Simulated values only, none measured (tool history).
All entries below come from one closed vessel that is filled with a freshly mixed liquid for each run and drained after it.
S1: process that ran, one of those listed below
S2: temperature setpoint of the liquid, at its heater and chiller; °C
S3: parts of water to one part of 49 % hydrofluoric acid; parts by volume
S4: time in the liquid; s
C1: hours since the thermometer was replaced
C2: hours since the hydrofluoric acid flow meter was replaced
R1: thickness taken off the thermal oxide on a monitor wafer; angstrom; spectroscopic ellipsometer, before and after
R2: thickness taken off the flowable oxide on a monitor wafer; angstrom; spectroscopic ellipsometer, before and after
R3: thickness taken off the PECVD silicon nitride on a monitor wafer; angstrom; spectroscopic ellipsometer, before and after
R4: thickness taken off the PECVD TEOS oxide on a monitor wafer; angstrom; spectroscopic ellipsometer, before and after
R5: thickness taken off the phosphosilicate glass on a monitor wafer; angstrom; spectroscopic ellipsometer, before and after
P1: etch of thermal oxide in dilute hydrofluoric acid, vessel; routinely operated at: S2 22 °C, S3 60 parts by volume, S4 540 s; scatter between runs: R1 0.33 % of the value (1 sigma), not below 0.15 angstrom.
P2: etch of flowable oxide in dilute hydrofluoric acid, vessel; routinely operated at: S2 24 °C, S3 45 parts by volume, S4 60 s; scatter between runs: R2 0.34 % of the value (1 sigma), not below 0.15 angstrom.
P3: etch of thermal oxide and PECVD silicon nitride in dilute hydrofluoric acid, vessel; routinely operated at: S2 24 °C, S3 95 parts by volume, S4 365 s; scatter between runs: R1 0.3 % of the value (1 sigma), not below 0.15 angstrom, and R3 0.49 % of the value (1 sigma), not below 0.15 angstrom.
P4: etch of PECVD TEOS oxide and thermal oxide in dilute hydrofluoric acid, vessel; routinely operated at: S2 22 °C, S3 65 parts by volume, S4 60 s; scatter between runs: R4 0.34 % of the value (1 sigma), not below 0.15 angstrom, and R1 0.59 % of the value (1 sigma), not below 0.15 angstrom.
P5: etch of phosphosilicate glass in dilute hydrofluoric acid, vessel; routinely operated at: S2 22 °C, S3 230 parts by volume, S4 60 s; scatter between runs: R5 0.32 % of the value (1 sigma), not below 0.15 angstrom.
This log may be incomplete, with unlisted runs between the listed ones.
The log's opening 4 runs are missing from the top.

run 5 hour=66.9 | S1=P1 S2=22 S3=35 S4=540 | C1=373.8 C2=581.5 | R1=703.11
run 6 hour=74.2 | S1=P4 S2=22 S3=35 S4=60 | C1=381.1 C2=588.8 | R1=81.533 R4=388.45
run 7 hour=86.3 | S1=P2 S2=24 S3=20 S4=60 | C1=393.2 C2=600.9 | R2=683.89
run 8 hour=100.2 | S1=P1 S2=18.5 S3=60 S4=960 | C1=407.1 C2=614.8 | R1=613.27
run 9 hour=115.7 | S1=P1 S2=22 S3=60 S4=540 | C1=422.6 C2=630.3 | R1=397.64
run 10 hour=132 | S1=P5 S2=22 S3=40 S4=60 | C1=438.9 C2=646.6 | R5=2949
run 11 hour=143 | S1=P2 S2=17.5 S3=45 S4=60 | C1=449.9 C2=657.6 | R2=222.9
run 12 hour=158.8 | S1=P1 S2=17 S3=60 S4=540 | C1=465.7 C2=673.4 | R1=322.71
run 13 hour=175.2 | S1=P2 S2=24 S3=45 S4=60 | C1=482.1 C2=689.8 | R2=293.79
run 14 hour=190.2 | S1=P4 S2=17 S3=65 S4=60 | C1=497.1 C2=704.8 | R1=33.583 R4=162.74
run 15 hour=198.5 | S1=P1 S2=22 S3=60 S4=30 | C1=505.4 C2=713.1 | R1=22.05
run 16 hour=210.8 | S1=P1 S2=22 S3=95 S4=540 | C1=517.7 C2=725.4 | R1=241.64
run 17 hour=224.8 | S1=P2 S2=24 S3=45 S4=60 | C1=531.7 C2=739.4 | R2=295.19
run 18 hour=232.3 | S1=P5 S2=22 S3=230 S4=60 | C1=539.2 C2=746.9 | R5=415.19
run 19 hour=247.8 | S1=P3 S2=24 S3=95 S4=720 | C1=554.7 C2=762.4 | R1=362.96 R3=176.13
run 20 hour=255.7 | S1=P5 S2=22 S3=230 S4=30 | C1=562.6 C2=770.3 | R5=207.97
run 21 hour=266.6 | S1=P4 S2=22 S3=65 S4=30 | C1=573.5 C2=781.2 | R1=21.257 R4=100.48
run 22 hour=275 | S1=P1 S2=30 S3=60 S4=540 | C1=581.9 C2=789.6 | R1=551
run 23 hour=291.5 | S1=P1 S2=22 S3=60 S4=540 | C1=598.4 C2=806.1 | R1=400.54
run 24 hour=307.2 | S1=P5 S2=17 S3=230 S4=60 | C1=614.1 C2=821.8 | R5=343.76
run 25 hour=316 | S1=P4 S2=22 S3=65 S4=60 | C1=622.9 C2=830.6 | R1=42.163 R4=201.32
run 26 hour=325 | S1=P1 S2=22 S3=60 S4=540 | C1=631.9 C2=839.6 | R1=397.36
run 27 hour=341.1 | S1=P3 S2=31.5 S3=95 S4=365 | C1=648 C2=855.7 | R1=245.81 R3=145.86
run 28 hour=349.4 | S1=P3 S2=24 S3=20 S4=365 | C1=656.3 C2=864 | R1=962.08 R3=403.75

Run 29 comes next. What will it give?
run 29 hour=356.8 | S1=P1 S2=28.5 S3=60 S4=820 | C1=663.7 C2=871.4 | R1=?

{"run 29": {"R1": 787.04}}
